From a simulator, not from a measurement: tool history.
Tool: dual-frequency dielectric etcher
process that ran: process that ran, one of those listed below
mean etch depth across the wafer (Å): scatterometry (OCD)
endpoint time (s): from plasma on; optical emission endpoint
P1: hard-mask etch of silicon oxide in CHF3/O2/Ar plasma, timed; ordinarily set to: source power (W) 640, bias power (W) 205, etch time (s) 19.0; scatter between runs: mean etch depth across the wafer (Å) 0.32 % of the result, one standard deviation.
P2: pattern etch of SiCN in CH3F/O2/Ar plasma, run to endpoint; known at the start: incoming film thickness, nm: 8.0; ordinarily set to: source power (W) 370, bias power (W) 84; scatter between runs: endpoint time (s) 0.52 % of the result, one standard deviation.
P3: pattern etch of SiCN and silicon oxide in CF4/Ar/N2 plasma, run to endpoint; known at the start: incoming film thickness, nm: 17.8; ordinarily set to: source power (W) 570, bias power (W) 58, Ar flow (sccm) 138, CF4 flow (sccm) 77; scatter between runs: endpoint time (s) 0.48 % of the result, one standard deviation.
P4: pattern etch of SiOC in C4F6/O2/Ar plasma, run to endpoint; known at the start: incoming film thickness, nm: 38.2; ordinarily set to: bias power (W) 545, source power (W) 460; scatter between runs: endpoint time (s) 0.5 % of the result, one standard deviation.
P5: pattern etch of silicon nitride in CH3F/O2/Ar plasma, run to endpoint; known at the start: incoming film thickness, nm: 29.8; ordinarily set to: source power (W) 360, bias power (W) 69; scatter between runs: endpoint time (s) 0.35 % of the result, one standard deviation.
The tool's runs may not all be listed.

| run | hour | process that ran | source power (W) | bias power (W) | etch time (s) | Ar flow (sccm) | CF4 flow (sccm) | hours since the last wet clean | hours since the last source power generator calibration | hours since the last bias power generator calibration | mean etch depth across the wafer (Å) | endpoint time (s) |
|---|---|---|---|---|---|---|---|---|---|---|---|---|
| 1 | 16.7 | P1 | 640 | 205 | 19.0 |  |  | 148.5 | 931.4 | 2789.0 | 411.26 |  |
| 2 | 32.3 | P1 | 640 | 205 | 25.0 |  |  | 164.1 | 947.0 | 2804.6 | 542.02 |  |
| 3 | 45.0 | P5 | 360 | 69 |  |  |  | 176.8 | 959.7 | 2817.3 |  | 45.5870 |
| 4 | 60.5 | P1 | 880 | 205 | 19.0 |  |  | 192.3 | 975.2 | 2832.8 | 466.57 |  |
| 5 | 70.8 | P5 | 360 | 69 |  |  |  | 202.6 | 985.5 | 2843.1 |  | 45.4020 |
| 6 | 84.5 | P4 | 460 | 545 |  |  |  | 216.3 | 999.2 | 2856.8 |  | 11.3780 |
| 7 | 96.9 | P1 | 450 | 205 | 19.0 |  |  | 228.7 | 1011.6 | 2869.2 | 358.55 |  |
| 8 | 110.7 | P1 | 430 | 205 | 27.0 |  |  | 242.5 | 1025.4 | 2883.0 | 504.28 |  |
| 9 | 122.1 | P3 | 570 | 58 |  | 184 | 77 | 253.9 | 1036.8 | 2894.4 |  | 19.9810 |
| 10 | 132.3 | P3 | 570 | 58 |  | 138 | 56 | 264.1 | 1047.0 | 2904.6 |  | 20.1450 |
| 11 | 148.6 | P1 | 640 | 243 | 19.0 |  |  | 280.4 | 1063.3 | 2920.9 | 438.27 |  |
| 12 | 161.7 | P5 | 270 | 69 |  |  |  | 293.5 | 1076.4 | 2934.0 |  | 50.3860 |
| 13 | 177.5 | P1 | 640 | 129 | 19.0 |  |  | 309.3 | 1092.2 | 2949.8 | 354.81 |  |
| 14 | 193.1 | P1 | 640 | 205 | 19.0 |  |  | 324.9 | 1107.8 | 2965.4 | 414.88 |  |
| 15 | 203.0 | P1 | 640 | 205 | 14.0 |  |  | 334.8 | 1117.7 | 2975.3 | 302.79 |  |
| 16 | 214.1 | P1 | 640 | 205 | 19.0 |  |  | 345.9 | 1128.8 | 2986.4 | 414.08 |  |
| 17 | 226.6 | P3 | 570 | 58 |  | 138 | 77 | 358.4 | 1141.3 | 2998.9 |  | 18.8020 |
| 18 | 241.9 | P4 | 460 | 328 |  |  |  | 373.7 | 1156.6 | 3014.2 |  | 13.6880 |
| 19 | 257.8 | P4 | 650 | 545 |  |  |  | 389.6 | 1172.5 | 3030.1 |  | 9.9839 |
| 20 | 268.1 | P3 | 570 | 37 |  | 138 | 77 | 399.9 | 1182.8 | 3040.4 |  | 21.7820 |
| 21 | 282.2 | P2 | 370 | 84 |  |  |  | 414.0 | 1196.9 | 3054.5 |  | 20.2090 |
| 22 | 292.6 | P2 | 370 | 84 |  |  |  | 424.4 | 1207.3 | 3064.9 |  | 19.9640 |
| 23 | 308.9 | P5 | 360 | 94 |  |  |  | 440.7 | 1223.6 | 3081.2 |  | 40.3640 |
| 24 | 323.7 | P2 | 370 | 51 |  |  |  | 455.5 | 1238.4 | 3096.0 |  | 24.0220 |
| 25 | 337.5 | P1 | 640 | 205 | 19.0 |  |  | 469.3 | 1252.2 | 3109.8 | 411.66 |  |
| 26 | 351.6 | P4 | 460 | 545 |  |  |  | 483.4 | 1266.3 | 3123.9 |  | 11.3910 |
| 27 | 366.5 | P1 | 480 | 205 | 10.5 |  |  | 498.3 | 1281.2 | 3138.8 | 204.31 |  |
| 28 | 384.4 | P2 | 220 | 84 |  |  |  | 516.2 | 1299.1 | 3156.7 |  | 24.3940 |
| 29 | 395.7 | P1 | 640 | 205 | 19.0 |  |  | 527.5 | 1310.4 | 3168.0 | 410.95 |  |
| 30 | 408.4 | P3 | 730 | 58 |  | 138 | 77 | 540.2 | 1323.1 | 3180.7 |  | 15.1000 |
| 31 | 419.5 | P1 | 640 | 205 | 19.0 |  |  | 551.3 | 1334.2 | 3191.8 | 412.78 |  |
| 32 | 438.5 | P1 | 640 | 205 | 19.0 |  |  | 570.3 | 1353.2 | 3210.8 | 408.90 |  |

Forecast run 33:
| 33 | 451.9 | P1 | 640 | 205 | 19.0 |  |  | 583.7 | 1366.6 | 3224.2 | ? |  |

{"run 33": {"mean etch depth across the wafer (Å)": 407.54}}
